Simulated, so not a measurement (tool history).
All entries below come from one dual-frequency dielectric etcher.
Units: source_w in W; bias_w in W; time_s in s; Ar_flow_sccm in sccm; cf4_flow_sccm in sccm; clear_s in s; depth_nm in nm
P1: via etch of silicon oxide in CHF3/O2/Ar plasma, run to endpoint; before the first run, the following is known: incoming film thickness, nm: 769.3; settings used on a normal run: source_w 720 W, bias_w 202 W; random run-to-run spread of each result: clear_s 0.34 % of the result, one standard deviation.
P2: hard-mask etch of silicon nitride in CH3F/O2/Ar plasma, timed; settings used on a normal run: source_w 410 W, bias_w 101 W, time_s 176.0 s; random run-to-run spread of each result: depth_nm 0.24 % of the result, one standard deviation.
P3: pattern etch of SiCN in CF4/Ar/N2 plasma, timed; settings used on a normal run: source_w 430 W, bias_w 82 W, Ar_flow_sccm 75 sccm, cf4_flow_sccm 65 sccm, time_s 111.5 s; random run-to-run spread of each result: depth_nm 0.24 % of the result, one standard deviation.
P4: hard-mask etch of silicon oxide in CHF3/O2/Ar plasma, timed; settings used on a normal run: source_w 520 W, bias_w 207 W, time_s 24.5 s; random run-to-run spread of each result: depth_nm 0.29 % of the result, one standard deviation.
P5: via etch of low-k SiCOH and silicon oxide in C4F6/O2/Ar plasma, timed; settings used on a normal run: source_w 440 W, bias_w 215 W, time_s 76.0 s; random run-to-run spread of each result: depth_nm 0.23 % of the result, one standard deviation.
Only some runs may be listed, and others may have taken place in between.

| run | hour | process | source_w | bias_w | time_s | Ar_flow_sccm | cf4_flow_sccm | hours since the last wet clean | hours since the last source power generator calibration | hours since the last bias power generator calibration | clear_s | depth_nm |
|---|---|---|---|---|---|---|---|---|---|---|---|---|
| 1 | 7.0 | P1 | 720 | 202 |  |  |  | 79.8 | 721.1 | 1341.1 | 355.88 |  |
| 2 | 13.3 | P2 | 410 | 101 | 217.5 |  |  | 86.1 | 727.4 | 1347.4 |  | 171.760 |
| 3 | 20.3 | P5 | 440 | 262 | 76.0 |  |  | 93.1 | 734.4 | 1354.4 |  | 258.670 |
| 4 | 24.7 | P5 | 520 | 215 | 76.0 |  |  | 97.5 | 738.8 | 1358.8 |  | 258.250 |
| 5 | 31.7 | P1 | 910 | 250 |  |  |  | 104.5 | 745.8 | 1365.8 | 302.45 |  |
| 6 | 38.4 | P4 | 520 | 292 | 24.5 |  |  | 111.2 | 752.5 | 1372.5 |  | 55.928 |
| 7 | 43.7 | P5 | 440 | 215 | 58.5 |  |  | 116.5 | 757.8 | 1377.8 |  | 186.530 |
| 8 | 49.4 | P4 | 520 | 207 | 24.5 |  |  | 122.2 | 763.5 | 1383.5 |  | 49.432 |
| 9 | 55.3 | P1 | 720 | 157 |  |  |  | 128.1 | 769.4 | 1389.4 | 388.26 |  |
| 10 | 60.8 | P1 | 720 | 202 |  |  |  | 133.6 | 774.9 | 1394.9 | 357.02 |  |
| 11 | 67.5 | P1 | 720 | 202 |  |  |  | 140.3 | 781.6 | 1401.6 | 357.13 |  |
| 12 | 72.2 | P1 | 440 | 202 |  |  |  | 145.0 | 786.3 | 1406.3 | 431.73 |  |
| 13 | 78.5 | P1 | 960 | 202 |  |  |  | 151.3 | 792.6 | 1412.6 | 319.48 |  |
| 14 | 81.9 | P3 | 330 | 82 | 111.5 | 75 | 65 | 154.7 | 796.0 | 1416.0 |  | 75.764 |
| 15 | 86.4 | P3 | 430 | 55 | 111.5 | 75 | 65 | 159.2 | 800.5 | 1420.5 |  | 83.295 |
| 16 | 89.9 | P1 | 720 | 202 |  |  |  | 162.7 | 804.0 | 1424.0 | 357.42 |  |
| 17 | 93.2 | P1 | 850 | 148 |  |  |  | 166.0 | 807.3 | 1427.3 | 368.53 |  |
| 18 | 97.0 | P4 | 690 | 207 | 24.5 |  |  | 169.8 | 811.1 | 1431.1 |  | 55.126 |
| 19 | 103.1 | P3 | 430 | 82 | 111.5 | 75 | 65 | 175.9 | 817.2 | 1437.2 |  | 95.807 |
| 20 | 107.1 | P2 | 560 | 101 | 176.0 |  |  | 179.9 | 821.2 | 1441.2 |  | 155.360 |
| 21 | 113.9 | P2 | 410 | 72 | 176.0 |  |  | 186.7 | 828.0 | 1448.0 |  | 122.780 |
| 22 | 120.1 | P3 | 430 | 82 | 111.5 | 75 | 42 | 192.9 | 834.2 | 1454.2 |  | 89.878 |
| 23 | 123.7 | P1 | 580 | 268 |  |  |  | 196.5 | 837.8 | 1457.8 | 349.68 |  |
| 24 | 130.8 | P4 | 520 | 207 | 31.0 |  |  | 203.6 | 844.9 | 1464.9 |  | 62.591 |
| 25 | 136.3 | P5 | 440 | 215 | 76.0 |  |  | 209.1 | 850.4 | 1470.4 |  | 242.070 |
| 26 | 141.9 | P2 | 410 | 101 | 176.0 |  |  | 214.7 | 856.0 | 1476.0 |  | 138.210 |
| 27 | 146.8 | P1 | 720 | 202 |  |  |  | 219.6 | 860.9 | 1480.9 | 355.21 |  |
| 28 | 152.4 | P2 | 410 | 101 | 176.0 |  |  | 225.2 | 866.5 | 1486.5 |  | 138.510 |
| 29 | 156.0 | P3 | 430 | 82 | 61.5 | 75 | 65 | 228.8 | 870.1 | 1490.1 |  | 52.397 |
| 30 | 159.7 | P5 | 440 | 215 | 76.0 |  |  | 232.5 | 873.8 | 1493.8 |  | 242.200 |
| 31 | 166.5 | P3 | 430 | 82 | 111.5 | 93 | 65 | 239.3 | 880.6 | 1500.6 |  | 92.699 |
| 32 | 173.3 | P1 | 720 | 272 |  |  |  | 246.1 | 887.4 | 1507.4 | 323.07 |  |

For run 33, what comes out?
| 33 | 177.2 | P3 | 430 | 82 | 111.5 | 75 | 65 | 250.0 | 891.3 | 1511.3 |  | ? |

depth_nm: 95.451 nm

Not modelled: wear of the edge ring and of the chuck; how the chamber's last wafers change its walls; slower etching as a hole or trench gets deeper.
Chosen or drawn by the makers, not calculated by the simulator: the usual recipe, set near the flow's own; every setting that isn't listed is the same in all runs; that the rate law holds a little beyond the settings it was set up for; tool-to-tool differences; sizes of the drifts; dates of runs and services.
